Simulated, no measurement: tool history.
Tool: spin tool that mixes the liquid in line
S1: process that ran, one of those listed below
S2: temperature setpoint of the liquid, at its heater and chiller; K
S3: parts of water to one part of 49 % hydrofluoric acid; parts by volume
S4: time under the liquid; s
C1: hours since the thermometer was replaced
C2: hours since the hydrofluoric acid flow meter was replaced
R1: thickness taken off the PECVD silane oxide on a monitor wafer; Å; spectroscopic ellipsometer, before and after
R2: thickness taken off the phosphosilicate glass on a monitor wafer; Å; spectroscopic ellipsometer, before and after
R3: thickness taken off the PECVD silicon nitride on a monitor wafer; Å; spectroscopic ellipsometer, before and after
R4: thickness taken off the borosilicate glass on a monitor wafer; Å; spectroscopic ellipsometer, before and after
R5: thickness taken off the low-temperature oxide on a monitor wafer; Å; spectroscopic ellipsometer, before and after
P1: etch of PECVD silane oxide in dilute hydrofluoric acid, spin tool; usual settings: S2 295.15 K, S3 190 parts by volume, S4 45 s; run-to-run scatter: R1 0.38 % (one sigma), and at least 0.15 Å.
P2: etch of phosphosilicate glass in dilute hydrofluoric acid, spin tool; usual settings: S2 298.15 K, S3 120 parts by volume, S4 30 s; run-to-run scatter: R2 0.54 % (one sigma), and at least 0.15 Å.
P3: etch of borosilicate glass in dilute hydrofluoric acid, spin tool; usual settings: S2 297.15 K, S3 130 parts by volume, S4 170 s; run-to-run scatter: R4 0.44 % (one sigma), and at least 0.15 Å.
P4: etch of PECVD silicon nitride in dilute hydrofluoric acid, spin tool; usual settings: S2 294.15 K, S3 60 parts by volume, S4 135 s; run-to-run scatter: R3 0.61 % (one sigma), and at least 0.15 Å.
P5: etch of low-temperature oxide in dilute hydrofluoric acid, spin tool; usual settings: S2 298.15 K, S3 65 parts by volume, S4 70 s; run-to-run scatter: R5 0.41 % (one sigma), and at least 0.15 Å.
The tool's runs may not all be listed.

run 1 day=0.671 | S1=P1 S2=295.15 S3=190 S4=45 | C1=776.9 C2=486.3 | R1=66.136
run 2 day=1.333 | S1=P2 S2=294.15 S3=120 S4=30 | C1=792.8 C2=502.2 | R2=193.23
run 3 day=1.788 | S1=P2 S2=298.15 S3=120 S4=30 | C1=803.7 C2=513.1 | R2=226.01
run 4 day=2.212 | S1=P2 S2=298.15 S3=120 S4=50 | C1=813.9 C2=523.3 | R2=379.52
run 5 day=2.708 | S1=P4 S2=294.15 S3=35 S4=135 | C1=825.8 C2=535.2 | R3=67.759
run 6 day=3.121 | S1=P4 S2=294.15 S3=60 S4=15 | C1=835.7 C2=545.1 | R3=4.2204
run 7 day=3.562 | S1=P1 S2=290.15 S3=190 S4=45 | C1=846.3 C2=555.7 | R1=54.053
run 8 day=4.104 | S1=P3 S2=297.15 S3=130 S4=15 | C1=859.3 C2=568.7 | R4=27.937
-- day=4.242 hydrofluoric acid flow meter replaced
run 9 day=4.496 | S1=P3 S2=297.15 S3=130 S4=170 | C1=868.7 C2=6.1 | R4=313.65
run 10 day=5.175 | S1=P4 S2=300.65 S3=60 S4=135 | C1=885 C2=22.4 | R3=61.328
run 11 day=5.496 | S1=P5 S2=306.15 S3=65 S4=70 | C1=892.7 C2=30.1 | R5=586.12
run 12 day=6.033 | S1=P1 S2=295.15 S3=190 S4=20 | C1=905.6 C2=43 | R1=29.449
run 13 day=6.408 | S1=P1 S2=295.15 S3=190 S4=45 | C1=914.6 C2=52 | R1=66.46
run 14 day=6.933 | S1=P1 S2=295.15 S3=80 S4=45 | C1=927.2 C2=64.6 | R1=178.39
run 15 day=7.267 | S1=P3 S2=291.65 S3=130 S4=170 | C1=935.2 C2=72.6 | R4=249.4
run 16 day=7.908 | S1=P1 S2=301.65 S3=190 S4=45 | C1=950.6 C2=88 | R1=84.147
run 17 day=8.5 | S1=P5 S2=298.15 S3=95 S4=70 | C1=964.8 C2=102.2 | R5=283.52
run 18 day=8.95 | S1=P2 S2=298.15 S3=195 S4=30 | C1=975.6 C2=113 | R2=128.36
run 19 day=9.542 | S1=P1 S2=300.65 S3=190 S4=85 | C1=989.8 C2=127.2 | R1=152.39
run 20 day=10.083 | S1=P3 S2=297.15 S3=20 S4=170 | C1=1002.8 C2=140.2 | R4=2342.9
run 21 day=10.575 | S1=P3 S2=297.15 S3=130 S4=170 | C1=1014.6 C2=152 | R4=311.68
run 22 day=11.267 | S1=P1 S2=295.15 S3=190 S4=65 | C1=1031.2 C2=168.6 | R1=95.126
run 23 day=11.917 | S1=P1 S2=295.15 S3=190 S4=45 | C1=1046.8 C2=184.2 | R1=65.615
run 24 day=12.246 | S1=P4 S2=294.15 S3=60 S4=135 | C1=1054.7 C2=192.1 | R3=39.664
run 25 day=12.962 | S1=P1 S2=295.15 S3=320 S4=45 | C1=1071.9 C2=209.3 | R1=34.69
run 26 day=13.417 | S1=P1 S2=295.15 S3=190 S4=45 | C1=1082.8 C2=220.2 | R1=65.955
run 27 day=14.054 | S1=P5 S2=298.15 S3=65 S4=70 | C1=1098.1 C2=235.5 | R5=432.25
run 28 day=14.671 | S1=P5 S2=298.15 S3=65 S4=25 | C1=1112.9 C2=250.3 | R5=152.83
run 29 day=15.329 | S1=P1 S2=295.15 S3=190 S4=45 | C1=1128.7 C2=266.1 | R1=65.887
run 30 day=15.85 | S1=P1 S2=295.15 S3=190 S4=45 | C1=1141.2 C2=278.6 | R1=68.426
run 31 day=16.325 | S1=P1 S2=295.15 S3=190 S4=45 | C1=1152.6 C2=290 | R1=70.001
run 32 day=17.021 | S1=P1 S2=295.15 S3=190 S4=45 | C1=1169.3 C2=306.7 | R1=71.412
run 33 day=17.754 | S1=P1 S2=295.15 S3=190 S4=45 | C1=1186.9 C2=324.3 | R1=72.114
run 34 day=18.188 | S1=P1 S2=295.15 S3=190 S4=45 | C1=1197.3 C2=334.7 | R1=71.882

Run 35 comes next. What will it give?
run 35 day=18.658 | S1=P1 S2=295.15 S3=190 S4=45 | C1=1208.6 C2=346 | R1=?

R1: 72.525 Å
